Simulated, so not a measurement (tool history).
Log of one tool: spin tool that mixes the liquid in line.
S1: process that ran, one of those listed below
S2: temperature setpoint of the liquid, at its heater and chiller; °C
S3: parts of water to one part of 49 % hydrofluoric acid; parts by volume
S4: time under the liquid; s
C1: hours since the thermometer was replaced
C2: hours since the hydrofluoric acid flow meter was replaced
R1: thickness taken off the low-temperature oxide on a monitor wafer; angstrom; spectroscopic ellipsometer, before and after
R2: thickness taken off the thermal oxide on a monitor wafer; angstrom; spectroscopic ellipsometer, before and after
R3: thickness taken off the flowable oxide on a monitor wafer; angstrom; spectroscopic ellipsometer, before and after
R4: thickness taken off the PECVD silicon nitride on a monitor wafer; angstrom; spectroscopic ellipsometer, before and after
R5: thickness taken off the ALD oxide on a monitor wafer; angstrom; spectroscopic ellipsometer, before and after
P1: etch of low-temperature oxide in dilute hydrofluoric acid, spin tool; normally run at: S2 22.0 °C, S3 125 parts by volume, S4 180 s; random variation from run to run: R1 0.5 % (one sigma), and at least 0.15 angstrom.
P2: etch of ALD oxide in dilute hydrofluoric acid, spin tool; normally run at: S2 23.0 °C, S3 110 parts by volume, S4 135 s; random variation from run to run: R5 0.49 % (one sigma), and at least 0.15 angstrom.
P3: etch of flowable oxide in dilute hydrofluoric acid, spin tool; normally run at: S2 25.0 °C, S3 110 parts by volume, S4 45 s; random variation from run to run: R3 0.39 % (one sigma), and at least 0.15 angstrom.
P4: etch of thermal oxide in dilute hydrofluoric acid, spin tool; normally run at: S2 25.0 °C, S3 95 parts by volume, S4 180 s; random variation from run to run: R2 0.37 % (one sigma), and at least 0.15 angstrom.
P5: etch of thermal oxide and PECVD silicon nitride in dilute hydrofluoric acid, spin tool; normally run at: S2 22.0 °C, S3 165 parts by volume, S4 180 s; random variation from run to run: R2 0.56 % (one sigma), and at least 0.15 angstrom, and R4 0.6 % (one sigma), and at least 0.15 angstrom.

Run 1, hour 8.3: S1 P1, S2 22.0 °C, S3 125 parts by volume, S4 180 s; C1 691.0; C2 1313.3. Result: R1 345.54 angstrom.
Run 2, hour 22.1: S1 P4, S2 25.0 °C, S3 95 parts by volume, S4 180 s; C1 704.8; C2 1327.1. Result: R2 89.979 angstrom.
Run 3, hour 35.0: S1 P3, S2 25.0 °C, S3 110 parts by volume, S4 15 s; C1 717.7; C2 1340.0. Result: R3 61.078 angstrom.
Run 4, hour 45.9: S1 P5, S2 22.0 °C, S3 300 parts by volume, S4 180 s; C1 728.6; C2 1350.9. Result: R2 20.605 angstrom, R4 21.880 angstrom.
Run 5, hour 53.0: S1 P2, S2 30.0 °C, S3 110 parts by volume, S4 135 s; C1 735.7; C2 1358.0. Result: R5 147.72 angstrom.
Run 6, hour 64.2: S1 P1, S2 22.0 °C, S3 125 parts by volume, S4 180 s; C1 746.9; C2 1369.2. Result: R1 341.19 angstrom.
Run 7, hour 71.9: S1 P1, S2 22.0 °C, S3 50 parts by volume, S4 180 s; C1 754.6; C2 1376.9. Result: R1 940.86 angstrom.
Run 8, hour 82.8: S1 P2, S2 23.0 °C, S3 110 parts by volume, S4 135 s; C1 765.5; C2 1387.8. Result: R5 113.19 angstrom.
Run 9, hour 96.7: S1 P4, S2 32.0 °C, S3 95 parts by volume, S4 180 s; C1 779.4; C2 1401.7. Result: R2 118.130 angstrom.
Run 10, hour 105.2: S1 P1, S2 22.0 °C, S3 125 parts by volume, S4 180 s; C1 787.9; C2 1410.2. Result: R1 345.34 angstrom.
Run 11, hour 116.8: S1 P5, S2 18.0 °C, S3 165 parts by volume, S4 180 s; C1 799.5; C2 1421.8. Result: R2 36.933 angstrom, R4 29.734 angstrom.
Run 12, hour 126.1: S1 P1, S2 22.0 °C, S3 125 parts by volume, S4 180 s; C1 808.8; C2 1431.1. Result: R1 346.97 angstrom.
Run 13, hour 136.0: S1 P3, S2 25.0 °C, S3 110 parts by volume, S4 45 s; C1 818.7; C2 1441.0. Result: R3 185.600 angstrom.
Run 14, hour 149.8: S1 P4, S2 25.0 °C, S3 95 parts by volume, S4 70 s; C1 832.5; C2 1454.8. Result: R2 34.680 angstrom.
Run 15, hour 164.1: S1 P4, S2 25.0 °C, S3 95 parts by volume, S4 180 s; C1 846.8; C2 1469.1. Result: R2 89.967 angstrom.
Run 16, hour 173.9: S1 P1, S2 22.0 °C, S3 215 parts by volume, S4 180 s; C1 856.6; C2 1478.9. Result: R1 184.16 angstrom.
Run 17, hour 183.7: S1 P4, S2 25.0 °C, S3 25 parts by volume, S4 180 s; C1 866.4; C2 1488.7. Result: R2 372.310 angstrom.
Run 18, hour 197.2: S1 P1, S2 17.0 °C, S3 215 parts by volume, S4 180 s; C1 879.9; C2 1502.2. Result: R1 150.77 angstrom.
Run 19, hour 211.0: S1 P5, S2 22.0 °C, S3 165 parts by volume, S4 335 s; C1 893.7; C2 1516.0. Result: R2 80.010 angstrom, R4 72.420 angstrom.
Run 20, hour 224.0: S1 P2, S2 23.0 °C, S3 200 parts by volume, S4 135 s; C1 906.7; C2 1529.0. Result: R5 56.96 angstrom.
Run 21, hour 234.1: S1 P1, S2 22.0 °C, S3 125 parts by volume, S4 180 s; C1 916.8; C2 1539.1. Result: R1 346.31 angstrom.
Run 22, hour 244.6: S1 P1, S2 22.0 °C, S3 125 parts by volume, S4 180 s; C1 927.3; C2 1549.6. Result: R1 346.80 angstrom.
Run 23, hour 252.7: S1 P1, S2 17.5 °C, S3 175 parts by volume, S4 180 s; C1 935.4; C2 1557.7. Result: R1 195.80 angstrom.
Run 24, hour 262.7: S1 P2, S2 23.0 °C, S3 110 parts by volume, S4 270 s; C1 945.4; C2 1567.7. Result: R5 226.59 angstrom.
Run 25, hour 273.4: S1 P1, S2 22.0 °C, S3 40 parts by volume, S4 345 s; C1 956.1; C2 1578.4. Result: R1 2292.70 angstrom.
Run 26, hour 282.5: S1 P5, S2 22.0 °C, S3 165 parts by volume, S4 180 s; C1 965.2; C2 1587.5. Result: R2 42.690 angstrom, R4 38.670 angstrom.
Run 27, hour 291.7: S1 P1, S2 22.0 °C, S3 125 parts by volume, S4 350 s; C1 974.4; C2 1596.7. Result: R1 676.42 angstrom.
Run 28, hour 300.8: S1 P3, S2 31.5 °C, S3 110 parts by volume, S4 45 s; C1 983.5; C2 1605.8. Result: R3 236.550 angstrom.
Run 29, hour 307.4: S1 P2, S2 23.0 °C, S3 110 parts by volume, S4 135 s; C1 990.1; C2 1612.4. Result: R5 114.24 angstrom.
Run 30, hour 321.8: S1 P3, S2 25.0 °C, S3 110 parts by volume, S4 45 s; C1 1004.5; C2 1626.8. Result: R3 183.440 angstrom.
Run 31, hour 331.4: S1 P1, S2 17.5 °C, S3 125 parts by volume, S4 180 s; C1 1014.1; C2 1636.4. Result: R1 288.29 angstrom.
Run 32, hour 344.8: S1 P3, S2 25.0 °C, S3 35 parts by volume, S4 45 s; C1 1027.5; C2 1649.8. Result: R3 636.730 angstrom.
Run 33, hour 354.6: S1 P1, S2 26.5 °C, S3 125 parts by volume, S4 180 s; C1 1037.3; C2 1659.6. Result: R1 410.10 angstrom.
Run 34, hour 366.8: S1 P1, S2 22.0 °C, S3 125 parts by volume, S4 90 s; C1 1049.5; C2 1671.8. Result: R1 172.14 angstrom.
Run 35, hour 373.9: S1 P1, S2 22.0 °C, S3 125 parts by volume, S4 180 s; C1 1056.6; C2 1678.9. Result: R1 342.22 angstrom.
Run 36, hour 386.0: S1 P1, S2 22.0 °C, S3 125 parts by volume, S4 180 s; C1 1068.7; C2 1691.0. Result: R1 336.00 angstrom.
Run 37, hour 396.2: S1 P1, S2 22.0 °C, S3 125 parts by volume, S4 180 s; C1 1078.9; C2 1701.2. Result: R1 335.16 angstrom.
Run 38, hour 407.1: S1 P1, S2 22.0 °C, S3 125 parts by volume, S4 180 s; C1 1089.8; C2 1712.1. Result: R1 331.42 angstrom.
Run 39, hour 416.2: S1 P1, S2 22.0 °C, S3 125 parts by volume, S4 180 s; C1 1098.9; C2 1721.2. Result: R1 329.94 angstrom.
Run 40, hour 426.3: S1 P1, S2 22.0 °C, S3 125 parts by volume, S4 180 s; C1 1109.0; C2 1731.3. Result: R1 325.92 angstrom.
Run 41, hour 439.4: S1 P1, S2 22.0 °C, S3 125 parts by volume, S4 180 s; C1 1122.1; C2 1744.4. Result: R1 326.29 angstrom.
Run 42, hour 452.0: S1 P1, S2 22.0 °C, S3 125 parts by volume, S4 180 s; C1 1134.7; C2 1757.0. Result: R1 322.36 angstrom.
Run 43, hour 464.6: S1 P1, S2 22.0 °C, S3 125 parts by volume, S4 180 s; C1 1147.3; C2 1769.6. Result: R1 323.93 angstrom.
Run 44, hour 476.0: S1 P1, S2 22.0 °C, S3 125 parts by volume, S4 180 s; C1 1158.7; C2 1781.0. Result: R1 325.09 angstrom.
Run 45, hour 488.7: S1 P1, S2 22.0 °C, S3 125 parts by volume, S4 180 s; C1 1171.4; C2 1793.7. Result: R1 320.82 angstrom.
Run 46, hour 499.5: S1 P1, S2 22.0 °C, S3 125 parts by volume, S4 180 s; C1 1182.2; C2 1804.5. Result: R1 321.14 angstrom.

What P1 gives has crept away from where it was. These 2 causes fit the log equally well, each at the size given:
A: liquid colder than its thermometer reads (K) = 1.76
B: hydrofluoric acid flow below the setpoint (%) = 5.96
The creep began at about hour 373.9.

4 check runs are offered, each on 2 wafers whose results are averaged, their results left as question marks. Which one tells the causes apart?
Run check 1, hour 510.3: S1 P4, S2 31.5 °C, S3 95 parts by volume, S4 115 s. Result: R2 ?.
Run check 2, hour 510.3: S1 P3, S2 25.0 °C, S3 70 parts by volume, S4 45 s. Result: R3 ?.
Run check 3, hour 510.3: S1 P5, S2 22.0 °C, S3 295 parts by volume, S4 330 s. Result: R2 ?, R4 ?.
Run check 4, hour 510.3: S1 P2, S2 29.5 °C, S3 110 parts by volume, S4 235 s. Result: R5 ?.

What each check would give under each cause:
  check  result     if A     if B
check 1      R2   68.907   68.606
check 2      R3  283.650  284.760
check 3      R2   36.329   35.778
check 3      R4   35.997   37.865
check 4      R5   237.40   236.29
How far apart the two closest causes lie, in the result that separates them most: check 1 0.44 %; check 2 0.39 %; check 3 5.06 %; check 4 0.47 %
Only check 3 tells the causes apart: in the others they would give nearly the same result.

Then check 3 was run and gave: R2 35.617 angstrom; R4 38.031 angstrom. Which cause is it?

It is B: hydrofluoric acid flow below the setpoint (%).
